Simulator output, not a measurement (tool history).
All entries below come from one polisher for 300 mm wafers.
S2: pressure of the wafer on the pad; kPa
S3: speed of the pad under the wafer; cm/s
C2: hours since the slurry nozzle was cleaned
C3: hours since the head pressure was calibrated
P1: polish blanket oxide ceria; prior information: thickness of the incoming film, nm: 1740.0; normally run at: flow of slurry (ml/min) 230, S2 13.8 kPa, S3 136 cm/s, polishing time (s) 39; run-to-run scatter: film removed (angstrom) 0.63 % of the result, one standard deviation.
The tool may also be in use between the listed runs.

{"run": 1, "hour": 7.0, "flow of slurry (ml/min)": 230, "S2": 13.8, "S3": 136, "polishing time (s)": 39, "wafers polished on this pad": 208, "C2": 146.7, "C3": 100.2, "film removed (angstrom)": 1519}
{"run": 2, "hour": 14.7, "flow of slurry (ml/min)": 230, "S2": 13.8, "S3": 136, "polishing time (s)": 39, "wafers polished on this pad": 286, "C2": 154.4, "C3": 107.9, "film removed (angstrom)": 1497.9}
{"run": 3, "hour": 20.9, "flow of slurry (ml/min)": 230, "S2": 13.8, "S3": 136, "polishing time (s)": 39, "wafers polished on this pad": 348, "C2": 160.6, "C3": 114.1, "film removed (angstrom)": 1503.1}
{"hour": 22.6, "done": "worn pad replaced by a new one"}
{"run": 4, "hour": 29.9, "flow of slurry (ml/min)": 140, "S2": 13.8, "S3": 136, "polishing time (s)": 29, "wafers polished on this pad": 73, "C2": 169.6, "C3": 123.1, "film removed (angstrom)": 1043.8}
{"run": 5, "hour": 35.5, "flow of slurry (ml/min)": 230, "S2": 13.8, "S3": 136, "polishing time (s)": 39, "wafers polished on this pad": 130, "C2": 175.2, "C3": 128.7, "film removed (angstrom)": 1495.3}
{"run": 6, "hour": 45.9, "flow of slurry (ml/min)": 140, "S2": 13.8, "S3": 136, "polishing time (s)": 39, "wafers polished on this pad": 234, "C2": 185.6, "C3": 139.1, "film removed (angstrom)": 1397.5}
{"run": 7, "hour": 57.3, "flow of slurry (ml/min)": 230, "S2": 19.3, "S3": 76, "polishing time (s)": 39, "wafers polished on this pad": 349, "C2": 197, "C3": 150.5, "film removed (angstrom)": 1167.7}
{"run": 8, "hour": 67.9, "flow of slurry (ml/min)": 230, "S2": 13.8, "S3": 136, "polishing time (s)": 39, "wafers polished on this pad": 456, "C2": 207.6, "C3": 161.1, "film removed (angstrom)": 1490.3}
{"run": 9, "hour": 78.7, "flow of slurry (ml/min)": 230, "S2": 13.8, "S3": 136, "polishing time (s)": 18, "wafers polished on this pad": 565, "C2": 218.4, "C3": 171.9, "film removed (angstrom)": 689.16}
{"hour": 81.9, "done": "slurry nozzle cleaned"}
{"run": 10, "hour": 85.0, "flow of slurry (ml/min)": 230, "S2": 21.4, "S3": 136, "polishing time (s)": 39, "wafers polished on this pad": 629, "C2": 3.2, "C3": 178.2, "film removed (angstrom)": 2332.4}
{"run": 11, "hour": 96.6, "flow of slurry (ml/min)": 230, "S2": 13.8, "S3": 136, "polishing time (s)": 49, "wafers polished on this pad": 746, "C2": 14.8, "C3": 189.8, "film removed (angstrom)": 1882.4}
{"run": 12, "hour": 107.8, "flow of slurry (ml/min)": 230, "S2": 13.8, "S3": 136, "polishing time (s)": 39, "wafers polished on this pad": 859, "C2": 26, "C3": 201, "film removed (angstrom)": 1506.1}
{"run": 13, "hour": 116.1, "flow of slurry (ml/min)": 305, "S2": 13.8, "S3": 136, "polishing time (s)": 39, "wafers polished on this pad": 942, "C2": 34.3, "C3": 209.3, "film removed (angstrom)": 1535.9}
{"run": 14, "hour": 122.9, "flow of slurry (ml/min)": 230, "S2": 13.8, "S3": 192, "polishing time (s)": 39, "wafers polished on this pad": 1011, "C2": 41.1, "C3": 216.1, "film removed (angstrom)": 2125.7}
{"run": 15, "hour": 131.8, "flow of slurry (ml/min)": 230, "S2": 6.2, "S3": 136, "polishing time (s)": 39, "wafers polished on this pad": 1101, "C2": 50, "C3": 225, "film removed (angstrom)": 679.23}
{"run": 16, "hour": 139.3, "flow of slurry (ml/min)": 230, "S2": 13.8, "S3": 76, "polishing time (s)": 26, "wafers polished on this pad": 1176, "C2": 57.5, "C3": 232.5, "film removed (angstrom)": 558.78}
{"run": 17, "hour": 145.2, "flow of slurry (ml/min)": 230, "S2": 13.8, "S3": 98, "polishing time (s)": 39, "wafers polished on this pad": 1236, "C2": 63.4, "C3": 238.4, "film removed (angstrom)": 1073.7}
{"run": 18, "hour": 155.5, "flow of slurry (ml/min)": 230, "S2": 13.8, "S3": 136, "polishing time (s)": 39, "wafers polished on this pad": 1340, "C2": 73.7, "C3": 248.7, "film removed (angstrom)": 1491.1}
{"run": 19, "hour": 162.3, "flow of slurry (ml/min)": 230, "S2": 13.8, "S3": 136, "polishing time (s)": 39, "wafers polished on this pad": 1408, "C2": 80.5, "C3": 255.5, "film removed (angstrom)": 1466.9}
{"run": 20, "hour": 169.8, "flow of slurry (ml/min)": 230, "S2": 13.8, "S3": 136, "polishing time (s)": 39, "wafers polished on this pad": 1484, "C2": 88, "C3": 263, "film removed (angstrom)": 1453.8}
{"run": 21, "hour": 177.6, "flow of slurry (ml/min)": 230, "S2": 13.8, "S3": 136, "polishing time (s)": 39, "wafers polished on this pad": 1562, "C2": 95.8, "C3": 270.8, "film removed (angstrom)": 1434.5}
{"run": 22, "hour": 188.6, "flow of slurry (ml/min)": 230, "S2": 13.8, "S3": 136, "polishing time (s)": 39, "wafers polished on this pad": 1673, "C2": 106.8, "C3": 281.8, "film removed (angstrom)": 1419.7}
{"hour": 193.5, "done": "worn pad replaced by a new one"}
{"run": 23, "hour": 197.5, "flow of slurry (ml/min)": 230, "S2": 13.8, "S3": 136, "polishing time (s)": 39, "wafers polished on this pad": 40, "C2": 115.7, "C3": 290.7, "film removed (angstrom)": 1428.1}
{"run": 24, "hour": 205.9, "flow of slurry (ml/min)": 230, "S2": 13.8, "S3": 136, "polishing time (s)": 39, "wafers polished on this pad": 125, "C2": 124.1, "C3": 299.1, "film removed (angstrom)": 1418.6}
{"run": 25, "hour": 215.0, "flow of slurry (ml/min)": 230, "S2": 13.8, "S3": 136, "polishing time (s)": 39, "wafers polished on this pad": 216, "C2": 133.2, "C3": 308.2, "film removed (angstrom)": 1417.5}
{"run": 26, "hour": 224.7, "flow of slurry (ml/min)": 230, "S2": 13.8, "S3": 136, "polishing time (s)": 39, "wafers polished on this pad": 314, "C2": 142.9, "C3": 317.9, "film removed (angstrom)": 1405.3}
{"run": 27, "hour": 231.7, "flow of slurry (ml/min)": 230, "S2": 13.8, "S3": 136, "polishing time (s)": 39, "wafers polished on this pad": 385, "C2": 149.9, "C3": 324.9, "film removed (angstrom)": 1410.5}
{"run": 28, "hour": 239.1, "flow of slurry (ml/min)": 230, "S2": 13.8, "S3": 136, "polishing time (s)": 39, "wafers polished on this pad": 459, "C2": 157.3, "C3": 332.3, "film removed (angstrom)": 1422.4}

What P1 gives has crept away from where it was. These 2 causes fit the log equally well, each at the size given:
A: slurry flow missing at the pad, % = 35.1
B: head's pressure below its setpoint, % = 5.98
Onset of the creep was near hour 155.5.
What rules out each remaining cause:
removal rate lost through wear of the pad, %: was serviced at hour 193.5, once the creep was under way, yet the earlier output never came back

4 check runs are offered, each on 3 wafers whose results are averaged, their results left as question marks. Which one tells the causes apart?
{"run": "check 1", "hour": 246.5, "flow of slurry (ml/min)": 230, "S2": 19.3, "S3": 136, "polishing time (s)": 19, "film removed (angstrom)": "?"}
{"run": "check 2", "hour": 246.5, "flow of slurry (ml/min)": 230, "S2": 20.7, "S3": 102, "polishing time (s)": 39, "film removed (angstrom)": "?"}
{"run": "check 3", "hour": 246.5, "flow of slurry (ml/min)": 230, "S2": 7.6, "S3": 136, "polishing time (s)": 39, "film removed (angstrom)": "?"}
{"run": "check 4", "hour": 246.5, "flow of slurry (ml/min)": 150, "S2": 6.9, "S3": 136, "polishing time (s)": 39, "film removed (angstrom)": "?"}

How each check would come out, cause by cause:
check=check_1 result=film_removed_(angstrom) if_A=960.79 if_B=960.93
check=check_2 result=film_removed_(angstrom) if_A=1584.8 if_B=1585
check=check_3 result=film_removed_(angstrom) if_A=774.77 if_B=774.88
check=check_4 result=film_removed_(angstrom) if_A=643.24 if_B=662.78
Minimum pairwise separation of causes per check, each pair taken at its best-separating result: check 1 0.01 %; check 2 0.01 %; check 3 0.01 %; check 4 2.99 %
The other checks would show nearly matching results whichever cause is true, so check 4 is the only one that separates the causes.

Check 4 has now been run. It gave: film removed (angstrom) 665.71. Which of the candidate causes is it?

It was cause B: head's pressure below its setpoint, %.

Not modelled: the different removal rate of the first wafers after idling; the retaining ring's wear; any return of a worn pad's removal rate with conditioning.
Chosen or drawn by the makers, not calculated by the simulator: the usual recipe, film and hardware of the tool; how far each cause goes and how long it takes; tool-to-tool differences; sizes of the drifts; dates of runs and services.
